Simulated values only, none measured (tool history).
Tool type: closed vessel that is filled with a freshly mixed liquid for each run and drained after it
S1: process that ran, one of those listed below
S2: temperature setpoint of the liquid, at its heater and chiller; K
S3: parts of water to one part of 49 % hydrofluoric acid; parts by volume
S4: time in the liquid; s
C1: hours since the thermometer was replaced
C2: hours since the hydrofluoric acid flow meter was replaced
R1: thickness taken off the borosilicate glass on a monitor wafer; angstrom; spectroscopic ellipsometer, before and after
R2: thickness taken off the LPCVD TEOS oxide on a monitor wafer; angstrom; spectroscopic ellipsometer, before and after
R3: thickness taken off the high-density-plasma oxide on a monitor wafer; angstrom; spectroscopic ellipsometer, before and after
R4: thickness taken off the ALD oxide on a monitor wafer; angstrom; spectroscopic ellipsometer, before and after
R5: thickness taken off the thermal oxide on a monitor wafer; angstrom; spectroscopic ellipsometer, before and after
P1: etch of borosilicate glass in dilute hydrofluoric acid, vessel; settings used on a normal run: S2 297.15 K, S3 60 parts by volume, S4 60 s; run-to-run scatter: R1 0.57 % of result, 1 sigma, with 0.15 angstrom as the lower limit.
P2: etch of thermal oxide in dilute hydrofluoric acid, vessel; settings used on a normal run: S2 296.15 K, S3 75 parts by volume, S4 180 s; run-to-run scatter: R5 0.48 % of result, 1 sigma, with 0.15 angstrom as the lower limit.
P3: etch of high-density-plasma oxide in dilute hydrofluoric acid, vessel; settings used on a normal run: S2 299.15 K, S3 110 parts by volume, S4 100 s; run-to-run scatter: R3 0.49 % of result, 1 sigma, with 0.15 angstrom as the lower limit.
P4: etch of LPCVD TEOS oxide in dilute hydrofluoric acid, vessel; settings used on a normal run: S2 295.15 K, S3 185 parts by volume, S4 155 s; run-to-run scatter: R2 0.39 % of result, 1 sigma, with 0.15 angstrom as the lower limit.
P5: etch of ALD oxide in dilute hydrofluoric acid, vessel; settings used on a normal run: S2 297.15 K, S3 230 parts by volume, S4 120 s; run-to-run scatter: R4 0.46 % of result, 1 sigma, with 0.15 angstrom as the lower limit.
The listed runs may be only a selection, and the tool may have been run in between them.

run,hour,S1,S2,S3,S4,C1,C2,R1,R2,R3,R4,R5
1,7.9,P1,297.15,60,60,1070,1108.4,450.02,,,,
2,14.2,P1,297.15,105,60,1076.3,1114.7,245.39,,,,
3,19.3,P4,295.15,335,155,1081.4,1119.8,,144.09,,,
4,28.5,P1,297.15,60,120,1090.6,1129,901.14,,,,
# hour 30.1: thermometer replaced
5,35.9,P1,297.15,60,60,5.9,1136.4,452.82,,,,
6,41.3,P1,297.15,60,60,11.3,1141.8,453.89,,,,
7,51,P4,295.15,185,155,21,1151.5,,302.85,,,
8,59.8,P3,299.15,50,100,29.8,1160.3,,,117.38,,
9,64.8,P1,301.65,60,60,34.8,1165.3,539.74,,,,
10,73.9,P5,305.15,230,120,43.9,1174.4,,,,107.29,
11,81,P1,297.15,60,60,51,1181.5,450.73,,,,
12,85.5,P3,299.15,110,165,55.5,1186,,,81.39,,
13,92.8,P1,297.15,30,30,62.8,1193.3,471.24,,,,
14,102.9,P4,291.65,185,155,72.9,1203.4,,263.8,,,
15,110.6,P2,296.15,25,180,80.6,1211.1,,,,,354.83
16,117.5,P1,301.65,60,100,87.5,1218,900.39,,,,
17,122.7,P2,296.15,75,180,92.7,1223.2,,,,,111.12
18,132.7,P5,297.15,230,215,102.7,1233.2,,,,144.93,
19,142.9,P1,297.15,60,60,112.9,1243.4,453.06,,,,
20,153,P1,290.15,60,60,123,1253.5,334.31,,,,
21,162.4,P1,297.15,60,30,132.4,1262.9,224.48,,,,
22,169.9,P3,299.15,110,100,139.9,1270.4,,,49.103,,

Estimate the outcome of run 23 from the log above:
23,174.9,P1,297.15,60,60,144.9,1275.4,?,,,,

R1: 454.07 angstrom
